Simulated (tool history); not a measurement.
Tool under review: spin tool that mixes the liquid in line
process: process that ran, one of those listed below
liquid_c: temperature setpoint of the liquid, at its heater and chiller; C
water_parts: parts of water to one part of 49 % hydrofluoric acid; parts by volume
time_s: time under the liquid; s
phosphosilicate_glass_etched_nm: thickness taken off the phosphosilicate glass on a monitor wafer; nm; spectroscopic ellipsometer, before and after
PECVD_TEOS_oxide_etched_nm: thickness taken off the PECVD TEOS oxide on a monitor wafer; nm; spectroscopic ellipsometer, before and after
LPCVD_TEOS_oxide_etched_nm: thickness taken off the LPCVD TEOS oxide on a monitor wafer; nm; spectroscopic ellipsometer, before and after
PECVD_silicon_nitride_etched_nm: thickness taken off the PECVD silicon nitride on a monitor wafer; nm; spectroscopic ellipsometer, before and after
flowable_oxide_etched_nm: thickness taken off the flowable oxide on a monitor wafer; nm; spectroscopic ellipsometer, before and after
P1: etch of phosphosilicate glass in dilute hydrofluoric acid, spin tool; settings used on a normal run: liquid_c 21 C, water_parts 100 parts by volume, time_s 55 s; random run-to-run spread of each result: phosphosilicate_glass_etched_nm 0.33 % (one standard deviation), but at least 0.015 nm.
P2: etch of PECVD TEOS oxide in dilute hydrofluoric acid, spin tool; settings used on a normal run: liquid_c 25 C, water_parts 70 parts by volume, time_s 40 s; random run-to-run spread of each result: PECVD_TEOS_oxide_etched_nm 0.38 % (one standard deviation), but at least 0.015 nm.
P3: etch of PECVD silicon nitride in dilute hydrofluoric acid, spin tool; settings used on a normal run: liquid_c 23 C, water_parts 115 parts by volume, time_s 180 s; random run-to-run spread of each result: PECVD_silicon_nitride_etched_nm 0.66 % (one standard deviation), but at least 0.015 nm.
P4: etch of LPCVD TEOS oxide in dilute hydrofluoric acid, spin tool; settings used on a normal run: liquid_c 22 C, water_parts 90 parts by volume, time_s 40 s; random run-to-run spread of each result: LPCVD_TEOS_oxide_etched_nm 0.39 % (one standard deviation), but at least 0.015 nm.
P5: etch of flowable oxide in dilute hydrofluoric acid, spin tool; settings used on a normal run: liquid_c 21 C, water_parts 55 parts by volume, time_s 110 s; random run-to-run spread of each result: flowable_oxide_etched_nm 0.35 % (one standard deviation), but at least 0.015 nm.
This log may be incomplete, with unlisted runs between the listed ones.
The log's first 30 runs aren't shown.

run   hour  process  liquid_c  water_parts  time_s  hours since the thermometer was replaced  hours since the hydrofluoric acid flow meter was replaced  phosphosilicate_glass_etched_nm  PECVD_TEOS_oxide_etched_nm  LPCVD_TEOS_oxide_etched_nm  PECVD_silicon_nitride_etched_nm  flowable_oxide_etched_nm
 31  394.4       P1        21           35      55                                     768.7                                                      274.2                           179.27
 32  403.8       P1        21          100      55                                     778.1                                                      283.6                           58.015
 33  414.4       P1        21          100      55                                     788.7                                                      294.2                           59.533
 34  430.5       P1        21          100      55                                     804.8                                                      310.3                           61.162
 35  441.4       P1        21          100      55                                     815.7                                                      321.2                           61.834
 36  450.3       P1        21          100      55                                     824.6                                                      330.1                            62.64
 37  466.9       P1        21          100      55                                     841.2                                                      346.7                           62.964
 38    482       P1        21          100      55                                     856.3                                                      361.8                           63.169
 39  498.5       P1        21          100      55                                     872.8                                                      378.3                           63.765
 40  513.4       P1        21          100      55                                     887.7                                                      393.2                           64.159
 41  521.5       P1        21          100      55                                     895.8                                                      401.3                           63.968
 42  536.7       P1        21          100      55                                       911                                                      416.5                            63.81

Expected results for the next run?
 43  550.7       P1        21          100      55                                       925                                                      430.5                                ?

phosphosilicate_glass_etched_nm: 63.948 nm
